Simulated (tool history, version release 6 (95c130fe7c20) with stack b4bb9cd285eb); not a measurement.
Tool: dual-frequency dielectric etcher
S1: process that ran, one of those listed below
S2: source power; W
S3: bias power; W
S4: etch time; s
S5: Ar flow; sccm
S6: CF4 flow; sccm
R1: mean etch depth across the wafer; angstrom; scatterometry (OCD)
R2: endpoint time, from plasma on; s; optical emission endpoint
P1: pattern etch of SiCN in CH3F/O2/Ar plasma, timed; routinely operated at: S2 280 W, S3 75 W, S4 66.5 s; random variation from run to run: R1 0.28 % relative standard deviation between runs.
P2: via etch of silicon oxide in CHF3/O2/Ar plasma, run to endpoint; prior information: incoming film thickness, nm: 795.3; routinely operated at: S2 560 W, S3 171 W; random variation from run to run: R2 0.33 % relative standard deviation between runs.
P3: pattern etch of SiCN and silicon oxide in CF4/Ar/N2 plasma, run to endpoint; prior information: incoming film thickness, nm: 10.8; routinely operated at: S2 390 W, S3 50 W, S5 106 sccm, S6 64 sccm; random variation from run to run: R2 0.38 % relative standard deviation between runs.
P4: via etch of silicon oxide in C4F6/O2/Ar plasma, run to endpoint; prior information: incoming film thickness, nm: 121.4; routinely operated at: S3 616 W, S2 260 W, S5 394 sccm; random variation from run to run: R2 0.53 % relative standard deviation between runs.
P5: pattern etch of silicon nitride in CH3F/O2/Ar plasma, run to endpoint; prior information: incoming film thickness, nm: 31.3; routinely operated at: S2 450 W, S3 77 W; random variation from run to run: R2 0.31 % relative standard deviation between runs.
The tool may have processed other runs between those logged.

Run 1, hour 11.1: S1 P1, S2 280 W, S3 75 W, S4 66.5 s. Result: R1 220.44 angstrom.
Run 2, hour 17.2: S1 P2, S2 560 W, S3 100 W. Result: R2 503.260 s.
Run 3, hour 25.1: S1 P5, S2 630 W, S3 77 W. Result: R2 36.557 s.
Run 4, hour 34.4: S1 P1, S2 280 W, S3 75 W, S4 94.5 s. Result: R1 312.27 angstrom.
Run 5, hour 45.6: S1 P3, S2 390 W, S3 50 W, S5 106 sccm, S6 64 sccm. Result: R2 16.865 s.
Run 6, hour 57.6: S1 P1, S2 390 W, S3 75 W, S4 66.5 s. Result: R1 248.78 angstrom.
Run 7, hour 67.6: S1 P1, S2 280 W, S3 75 W, S4 66.5 s. Result: R1 220.26 angstrom.
Run 8, hour 73.8: S1 P1, S2 280 W, S3 75 W, S4 66.5 s. Result: R1 220.22 angstrom.
Run 9, hour 80.4: S1 P4, S2 260 W, S3 372 W, S5 394 sccm. Result: R2 36.122 s.
Run 10, hour 88.2: S1 P1, S2 230 W, S3 57 W, S4 66.5 s. Result: R1 184.54 angstrom.
Run 11, hour 97.2: S1 P1, S2 280 W, S3 75 W, S4 66.5 s. Result: R1 219.70 angstrom.
Run 12, hour 103.8: S1 P1, S2 280 W, S3 49 W, S4 66.5 s. Result: R1 189.57 angstrom.
Run 13, hour 112.3: S1 P4, S2 260 W, S3 616 W, S5 394 sccm. Result: R2 29.980 s.
Run 14, hour 120.6: S1 P2, S2 760 W, S3 171 W. Result: R2 378.830 s.
Run 15, hour 130.5: S1 P3, S2 390 W, S3 50 W, S5 106 sccm, S6 64 sccm. Result: R2 16.909 s.
Run 16, hour 141.3: S1 P1, S2 280 W, S3 107 W, S4 66.5 s. Result: R1 252.37 angstrom.
Run 17, hour 147.5: S1 P2, S2 560 W, S3 171 W. Result: R2 424.920 s.
Run 18, hour 159.2: S1 P5, S2 450 W, S3 77 W. Result: R2 41.627 s.
Run 19, hour 169.9: S1 P3, S2 540 W, S3 50 W, S5 106 sccm, S6 64 sccm. Result: R2 12.632 s.
Run 20, hour 180.4: S1 P3, S2 390 W, S3 50 W, S5 106 sccm, S6 45 sccm. Result: R2 17.882 s.
Run 21, hour 187.9: S1 P3, S2 390 W, S3 33 W, S5 106 sccm, S6 64 sccm. Result: R2 19.144 s.
Run 22, hour 195.4: S1 P4, S2 260 W, S3 616 W, S5 287 sccm. Result: R2 28.913 s.
Run 23, hour 202.9: S1 P4, S2 330 W, S3 616 W, S5 394 sccm. Result: R2 27.430 s.
Run 24, hour 210.5: S1 P3, S2 390 W, S3 50 W, S5 65 sccm, S6 64 sccm. Result: R2 15.629 s.
Run 25, hour 218.9: S1 P1, S2 280 W, S3 75 W, S4 41.0 s. Result: R1 135.99 angstrom.
Run 26, hour 225.6: S1 P5, S2 450 W, S3 52 W. Result: R2 47.336 s.
Run 27, hour 236.8: S1 P1, S2 190 W, S3 75 W, S4 66.5 s. Result: R1 189.91 angstrom.
Run 28, hour 246.5: S1 P1, S2 280 W, S3 75 W, S4 66.5 s. Result: R1 220.00 angstrom.
Run 29, hour 254.5: S1 P1, S2 280 W, S3 75 W, S4 66.5 s. Result: R1 219.29 angstrom.
Run 30, hour 262.1: S1 P1, S2 280 W, S3 75 W, S4 66.5 s. Result: R1 217.34 angstrom.
Run 31, hour 268.4: S1 P1, S2 280 W, S3 75 W, S4 66.5 s. Result: R1 217.14 angstrom.
Run 32, hour 279.5: S1 P1, S2 280 W, S3 75 W, S4 66.5 s. Result: R1 217.96 angstrom.
At hour 280.2: wet clean of the chamber.
Run 33, hour 286.8: S1 P1, S2 280 W, S3 75 W, S4 66.5 s. Result: R1 217.16 angstrom.
Run 34, hour 295.2: S1 P1, S2 280 W, S3 75 W, S4 66.5 s. Result: R1 217.07 angstrom.
Run 35, hour 304.0: S1 P1, S2 280 W, S3 75 W, S4 66.5 s. Result: R1 217.31 angstrom.
Run 36, hour 312.0: S1 P1, S2 280 W, S3 75 W, S4 66.5 s. Result: R1 216.57 angstrom.

What will run 37 give?
Run 37, hour 323.9: S1 P1, S2 280 W, S3 75 W, S4 66.5 s. Result: R1 ?.

R1: 217.78 angstrom
